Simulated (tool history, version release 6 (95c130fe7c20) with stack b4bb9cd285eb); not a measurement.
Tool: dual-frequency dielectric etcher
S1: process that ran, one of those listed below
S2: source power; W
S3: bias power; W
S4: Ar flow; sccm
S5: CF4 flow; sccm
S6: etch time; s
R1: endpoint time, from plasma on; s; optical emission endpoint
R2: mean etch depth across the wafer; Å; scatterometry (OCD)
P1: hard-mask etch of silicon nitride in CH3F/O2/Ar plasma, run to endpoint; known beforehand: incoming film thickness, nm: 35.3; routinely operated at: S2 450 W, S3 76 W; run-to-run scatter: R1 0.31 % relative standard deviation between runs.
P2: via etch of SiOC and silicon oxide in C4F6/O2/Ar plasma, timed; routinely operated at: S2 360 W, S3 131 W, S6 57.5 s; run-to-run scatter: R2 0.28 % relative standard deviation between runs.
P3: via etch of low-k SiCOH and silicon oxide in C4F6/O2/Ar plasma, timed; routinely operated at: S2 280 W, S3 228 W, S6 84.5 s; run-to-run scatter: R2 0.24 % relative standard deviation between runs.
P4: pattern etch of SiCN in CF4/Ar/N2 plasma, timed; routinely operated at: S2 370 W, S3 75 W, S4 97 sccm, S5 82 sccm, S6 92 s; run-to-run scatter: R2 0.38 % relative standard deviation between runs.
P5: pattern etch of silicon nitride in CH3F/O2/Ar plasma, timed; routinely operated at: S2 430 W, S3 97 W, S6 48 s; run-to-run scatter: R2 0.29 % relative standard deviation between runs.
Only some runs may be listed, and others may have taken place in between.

{"run": 1, "hour": 7.1, "S1": "P1", "S2": 450, "S3": 76, "R1": 48.479}
{"run": 2, "hour": 14.2, "S1": "P4", "S2": 480, "S3": 75, "S4": 97, "S5": 82, "S6": 92, "R2": 891.62}
{"run": 3, "hour": 21.1, "S1": "P5", "S2": 430, "S3": 136, "S6": 48, "R2": 446.95}
{"run": 4, "hour": 31.8, "S1": "P4", "S2": 370, "S3": 75, "S4": 97, "S5": 82, "S6": 92, "R2": 706.44}
{"run": 5, "hour": 41.8, "S1": "P4", "S2": 370, "S3": 75, "S4": 97, "S5": 82, "S6": 92, "R2": 705.27}
{"run": 6, "hour": 47.7, "S1": "P4", "S2": 370, "S3": 61, "S4": 97, "S5": 82, "S6": 92, "R2": 656.95}
{"run": 7, "hour": 57.0, "S1": "P2", "S2": 360, "S3": 131, "S6": 57.5, "R2": 555.47}
{"run": 8, "hour": 68.0, "S1": "P1", "S2": 320, "S3": 96, "R1": 50.91}
{"run": 9, "hour": 75.0, "S1": "P3", "S2": 280, "S3": 228, "S6": 84.5, "R2": 2270.9}
{"run": 10, "hour": 81.7, "S1": "P5", "S2": 340, "S3": 97, "S6": 48, "R2": 361.36}
{"run": 11, "hour": 87.4, "S1": "P3", "S2": 280, "S3": 228, "S6": 110.5, "R2": 2961.9}
{"run": 12, "hour": 92.9, "S1": "P1", "S2": 450, "S3": 54, "R1": 54.534}
{"run": 13, "hour": 99.7, "S1": "P2", "S2": 360, "S3": 180, "S6": 57.5, "R2": 619.17}
{"run": 14, "hour": 108.2, "S1": "P1", "S2": 450, "S3": 76, "R1": 48.746}
{"run": 15, "hour": 118.5, "S1": "P5", "S2": 430, "S3": 97, "S6": 71, "R2": 585.45}
{"run": 16, "hour": 126.0, "S1": "P4", "S2": 370, "S3": 75, "S4": 71, "S5": 82, "S6": 92, "R2": 734.77}
{"run": 17, "hour": 136.0, "S1": "P4", "S2": 370, "S3": 75, "S4": 97, "S5": 111, "S6": 92, "R2": 731.34}
{"run": 18, "hour": 145.7, "S1": "P1", "S2": 590, "S3": 55, "R1": 48.89}
{"run": 19, "hour": 155.7, "S1": "P2", "S2": 360, "S3": 131, "S6": 40, "R2": 388.01}
{"run": 20, "hour": 165.2, "S1": "P1", "S2": 450, "S3": 76, "R1": 48.725}
{"run": 21, "hour": 171.5, "S1": "P1", "S2": 450, "S3": 105, "R1": 43.596}
{"run": 22, "hour": 178.2, "S1": "P3", "S2": 280, "S3": 143, "S6": 84.5, "R2": 1951.1}
{"run": 23, "hour": 189.4, "S1": "P1", "S2": 280, "S3": 76, "R1": 58.345}
{"run": 24, "hour": 200.8, "S1": "P3", "S2": 180, "S3": 228, "S6": 84.5, "R2": 1912.5}
{"run": 25, "hour": 213.3, "S1": "P1", "S2": 450, "S3": 76, "R1": 48.907}

Forecast run 26:
{"run": 26, "hour": 223.3, "S1": "P5", "S2": 430, "S3": 97, "S6": 48, "R2": "?"}

Logged for run 26: R2 395.16 Å.
